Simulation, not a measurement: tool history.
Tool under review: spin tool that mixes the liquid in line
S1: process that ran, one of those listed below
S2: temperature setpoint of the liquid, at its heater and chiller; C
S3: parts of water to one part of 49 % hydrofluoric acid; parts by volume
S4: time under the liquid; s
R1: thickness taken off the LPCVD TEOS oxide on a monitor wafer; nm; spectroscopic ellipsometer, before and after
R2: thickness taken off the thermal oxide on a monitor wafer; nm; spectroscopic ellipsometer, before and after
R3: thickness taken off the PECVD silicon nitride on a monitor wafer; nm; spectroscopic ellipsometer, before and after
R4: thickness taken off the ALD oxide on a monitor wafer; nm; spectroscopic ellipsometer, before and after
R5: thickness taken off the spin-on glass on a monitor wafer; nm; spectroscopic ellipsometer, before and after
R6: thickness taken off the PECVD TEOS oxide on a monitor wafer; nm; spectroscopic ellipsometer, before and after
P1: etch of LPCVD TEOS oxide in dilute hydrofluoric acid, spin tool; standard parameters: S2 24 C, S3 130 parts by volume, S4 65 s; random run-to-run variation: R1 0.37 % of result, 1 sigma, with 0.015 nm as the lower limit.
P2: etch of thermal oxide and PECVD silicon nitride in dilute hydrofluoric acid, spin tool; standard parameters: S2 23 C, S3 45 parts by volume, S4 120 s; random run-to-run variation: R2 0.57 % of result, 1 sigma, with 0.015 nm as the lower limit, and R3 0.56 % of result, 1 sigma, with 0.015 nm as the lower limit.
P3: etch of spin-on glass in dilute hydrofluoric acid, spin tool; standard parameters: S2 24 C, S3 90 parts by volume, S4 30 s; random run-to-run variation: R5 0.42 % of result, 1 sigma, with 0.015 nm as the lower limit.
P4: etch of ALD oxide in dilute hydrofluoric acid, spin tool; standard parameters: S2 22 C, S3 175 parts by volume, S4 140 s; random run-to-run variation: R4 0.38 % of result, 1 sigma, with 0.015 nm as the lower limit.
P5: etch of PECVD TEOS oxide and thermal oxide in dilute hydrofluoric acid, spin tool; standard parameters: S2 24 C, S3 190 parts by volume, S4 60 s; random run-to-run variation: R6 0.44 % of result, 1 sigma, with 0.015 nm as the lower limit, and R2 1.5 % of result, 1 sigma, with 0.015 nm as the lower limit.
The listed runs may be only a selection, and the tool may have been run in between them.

run   hour  S1    S2   S3   S4      R1       R2       R3      R4      R5      R6
  1    6.7  P1    24  130   65  10.989
  2     15  P2    23   45  120           12.915   8.0729
  3   20.6  P4    22   45  140                             30.86
  4   27.2  P3  19.5   90   30                                    9.8505
  5   36.7  P2    23   45   15           1.6023  0.98436
  6   41.2  P5    24  190   60           1.3607                            7.828
  7   46.2  P1    24  190   65  7.0712
  8   51.6  P2    23   25  120           23.903    14.18
  9   59.4  P3    24   25   30                                     46.42
 10     67  P1    28  130   35  6.8909
 11   76.2  P1    24  130   65  11.016
 12     83  P3    24   90   15                                    5.9311
 13   91.8  P1    19   80   65  15.601
 14  100.6  P5    24  190   20          0.45194                           2.6229
 15  108.6  P1    24   75   65    20.4
 16    115  P4    30  175  140                            9.2288
 17  122.8  P5    24   45   60            6.689                           39.472
 18  131.6  P1    24  130   65   11.08
 19  138.5  P1  29.5  130   65  13.607
 20  147.3  P2  29.5   45  120           16.915   12.296
 21  153.1  P1    24  130  110  18.537
 22  161.6  P1    24  130   15  2.5575
 23  167.2  P5    24  190   60           1.3711                           7.8781
 24  175.6  P1    20  130   35  5.0727

Run 25 is up next; what results do you expect?
 25   184  P5  31  190  60       ?               ?

R2: 1.7259 nm
R6: 10.034 nm
